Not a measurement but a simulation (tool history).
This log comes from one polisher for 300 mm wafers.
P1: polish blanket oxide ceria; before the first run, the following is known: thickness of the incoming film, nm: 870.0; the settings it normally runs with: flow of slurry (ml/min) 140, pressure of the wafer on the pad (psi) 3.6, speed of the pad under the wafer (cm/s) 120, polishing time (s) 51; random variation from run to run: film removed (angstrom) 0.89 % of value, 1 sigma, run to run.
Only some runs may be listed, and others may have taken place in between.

run   hour  flow of slurry (ml/min)  pressure of the wafer on the pad (psi)  speed of the pad under the wafer (cm/s)  polishing time (s)  wafers polished on this pad  hours since the slurry nozzle was cleaned  hours since the head pressure was calibrated  film removed (angstrom)
  1    6.6                      140                                     3.6                                      120                  51                          329                                      638.5                                         137.4                   3366.6
  2   17.3                      140                                     3.6                                      170                  51                          484                                      649.2                                         148.1                   4745.9
  3   25.7                      140                                     3.6                                      120                  51                          606                                      657.6                                         156.5                   3347.0
  4   35.0                      140                                     3.6                                      120                  51                          741                                      666.9                                         165.8                   3342.9
  5   42.9                      140                                     3.6                                      120                  51                          855                                      674.8                                         173.7                   3391.7
  6   52.5                      190                                     3.6                                      120                  51                          995                                      684.4                                         183.3                   3503.3
  7   59.0                      205                                     5.0                                      120                  51                         1089                                      690.9                                         189.8                   4919.8
  8   72.3                      100                                     5.3                                      120                  51                         1282                                      704.2                                         203.1                   4635.0
  9   78.9                       85                                     3.6                                      120                  51                         1377                                      710.8                                         209.7                   2945.1
 10   90.4                      185                                     2.1                                      120                  51                         1544                                      722.3                                         221.2                   2039.4
 11  102.4                      140                                     3.6                                      120                  35                         1718                                      734.3                                         233.2                   2283.8
 12  115.6                      140                                     1.6                                      120                  51                         1909                                      747.5                                         246.4                   1459.6
 13  121.9                      140                                     5.7                                      120                  51                         2001                                      753.8                                         252.7                   5262.5
 14  128.6                      140                                     3.6                                       56                  51                         2098                                      760.5                                         259.4                   1556.4
 15  139.0                      140                                     3.6                                      120                  77                         2249                                      770.9                                         269.8                   4968.0
 16  146.5                      140                                     3.6                                      120                  51                         2357                                      778.4                                         277.3                   3321.6
 17  158.3                      140                                     3.6                                      120                  51                         2528                                      790.2                                         289.1                   3298.9
 18  166.5                      140                                     3.6                                      120                  51                         2647                                      798.4                                         297.3                   3250.6
 19  179.5                      140                                     3.6                                      120                  51                         2836                                      811.4                                         310.3                   3200.6
 20  187.7                      140                                     3.6                                      120                  51                         2955                                      819.6                                         318.5                   3123.7
 21  196.0                      140                                     3.6                                      120                  51                         3075                                      827.9                                         326.8                   3111.1
     197.8  -- worn pad replaced by a new one
 22  208.2                      140                                     3.6                                      120                  51                          150                                      840.1                                         339.0                   3086.3
 23  220.5                      140                                     3.6                                      120                  51                          329                                      852.4                                         351.3                   3070.6
 24  229.3                      140                                     3.6                                      120                  51                          456                                      861.2                                         360.1                   3028.9
 25  238.1                      140                                     3.6                                      120                  51                          584                                      870.0                                         368.9                   3071.3
 26  245.7                      140                                     3.6                                      120                  51                          694                                      877.6                                         376.5                   3049.4
 27  259.2                      140                                     3.6                                      120                  51                          890                                      891.1                                         390.0                   2973.8

P1 no longer gives what it gave before; its output has crept away from where it was. The following 2 causes, each at its listed size, fit the log equally well:
A: slurry flow missing at the pad, % = 36.9
B: head's pressure below its setpoint, % = 9.94
The creep began at about hour 146.5.
Excluded causes, each with its reason:
removal rate lost through wear of the pad, %: was serviced at hour 197.8, once the creep was under way, yet the earlier output never came back

Of the 4 check runs below, each run on 5 wafers with the results averaged and each result still a question mark, which one would tell the listed causes apart?
check 1  272.7                      140                                     2.2                                      120                  51                                                                                                                                              ?
check 2  272.7                      140                                     5.6                                      120                  75                                                                                                                                              ?
check 3  272.7                      140                                     3.6                                       86                  51                                                                                                                                              ?
check 4  272.7                      105                                     5.0                                      120                  51                                                                                                                                              ?

Check results expected under each cause:
  check                   result    if A    if B
check 1  film removed (angstrom)  1845.6  1845.2
check 2  film removed (angstrom)  6908.6  6907.2
check 3  film removed (angstrom)  2164.4  2163.9
check 4  film removed (angstrom)  3833.2  3948.7
Minimum pairwise separation of causes per check, each pair taken at its best-separating result: check 1 0.02 %; check 2 0.02 %; check 3 0.02 %; check 4 2.97 %
Check 4 is the one run that separates the causes; every other check would come out nearly the same whichever cause is at work.

Then check 4 was run and gave: film removed (angstrom) 3842.8. Which cause is it?

Of the candidate causes, it is A: slurry flow missing at the pad, %.
